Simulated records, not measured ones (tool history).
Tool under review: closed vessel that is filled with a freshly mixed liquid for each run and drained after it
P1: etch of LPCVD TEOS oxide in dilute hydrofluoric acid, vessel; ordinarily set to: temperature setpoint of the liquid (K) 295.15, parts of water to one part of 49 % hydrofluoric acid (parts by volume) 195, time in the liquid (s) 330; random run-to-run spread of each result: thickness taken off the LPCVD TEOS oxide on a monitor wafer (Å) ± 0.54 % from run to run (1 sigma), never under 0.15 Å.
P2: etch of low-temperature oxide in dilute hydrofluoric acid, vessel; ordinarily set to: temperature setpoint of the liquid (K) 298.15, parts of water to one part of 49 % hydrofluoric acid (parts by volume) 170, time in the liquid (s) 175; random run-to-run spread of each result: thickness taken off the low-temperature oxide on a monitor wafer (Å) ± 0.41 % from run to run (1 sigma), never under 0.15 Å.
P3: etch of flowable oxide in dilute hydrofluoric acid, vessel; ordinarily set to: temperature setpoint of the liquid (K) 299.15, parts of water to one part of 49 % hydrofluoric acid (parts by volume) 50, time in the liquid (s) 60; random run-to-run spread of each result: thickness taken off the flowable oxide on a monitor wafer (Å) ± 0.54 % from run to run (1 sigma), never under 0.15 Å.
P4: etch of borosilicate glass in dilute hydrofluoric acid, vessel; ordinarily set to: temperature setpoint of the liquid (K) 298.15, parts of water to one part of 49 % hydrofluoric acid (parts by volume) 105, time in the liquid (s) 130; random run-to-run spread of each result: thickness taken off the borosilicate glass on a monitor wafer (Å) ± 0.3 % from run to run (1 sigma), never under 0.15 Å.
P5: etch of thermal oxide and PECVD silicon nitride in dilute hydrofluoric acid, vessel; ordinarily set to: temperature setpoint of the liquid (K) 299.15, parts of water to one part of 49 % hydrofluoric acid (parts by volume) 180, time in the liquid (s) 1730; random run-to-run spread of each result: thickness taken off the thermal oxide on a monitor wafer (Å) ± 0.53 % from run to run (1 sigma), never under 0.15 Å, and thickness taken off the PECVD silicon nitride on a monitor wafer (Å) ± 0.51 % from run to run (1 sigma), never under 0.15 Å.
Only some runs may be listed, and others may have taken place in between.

run	day	process that ran	temperature setpoint of the liquid (K)	parts of water to one part of 49 % hydrofluoric acid (parts by volume)	time in the liquid (s)	hours since the thermometer was replaced	hours since the hydrofluoric acid flow meter was replaced	thickness taken off the LPCVD TEOS oxide on a monitor wafer (Å)	thickness taken off the low-temperature oxide on a monitor wafer (Å)	thickness taken off the borosilicate glass on a monitor wafer (Å)	thickness taken off the flowable oxide on a monitor wafer (Å)	thickness taken off the thermal oxide on a monitor wafer (Å)	thickness taken off the PECVD silicon nitride on a monitor wafer (Å)
1	0.192	P1	295.15	195	330	1352.3	195.9	466.6					
2	0.379	P2	298.15	170	325	1356.8	200.4		520.11				
3	0.596	P4	294.65	105	130	1362	205.6			329.31			
4	0.821	P1	295.15	320	330	1367.4	211	253.22					
5	0.95	P3	299.15	30	60	1370.5	214.1				596		
6	1.125	P1	295.15	195	330	1374.7	218.3	465.49					
7	1.258	P1	295.15	195	330	1377.9	221.5	464.81					
8	1.488	P2	298.15	260	175	1383.4	227		165.58				
9	1.658	P1	295.15	110	330	1387.5	231.1	900.22					
10	1.775	P5	299.15	180	355	1390.3	233.9					90.276	75.162
11	1.917	P1	295.15	195	330	1393.7	237.3	468.67					
12	2.083	P1	300.65	195	330	1397.7	241.3	570.59					
13	2.242	P5	299.15	180	1730	1401.5	245.1					441.63	367.95
14	2.438	P1	295.15	320	490	1406.2	249.8	371.75					
15	2.646	P4	298.15	105	130	1411.2	254.8			378.73			
16	2.821	P2	291.15	170	175	1415.4	259		213.85				
17	2.988	P3	293.65	50	60	1419.4	263				275.76		
18	3.112	P5	305.65	180	1730	1422.4	266					556.2	546.41
19	3.304	P5	299.15	75	1730	1427	270.6					1213.5	878.09
20	3.429	P1	295.15	195	330	1430	273.6	462.79					

The next listed run, before its measurement:
21	3.583	P1	295.15	195	605	1433.7	277.3	?					

thickness taken off the LPCVD TEOS oxide on a monitor wafer (Å): 853.35
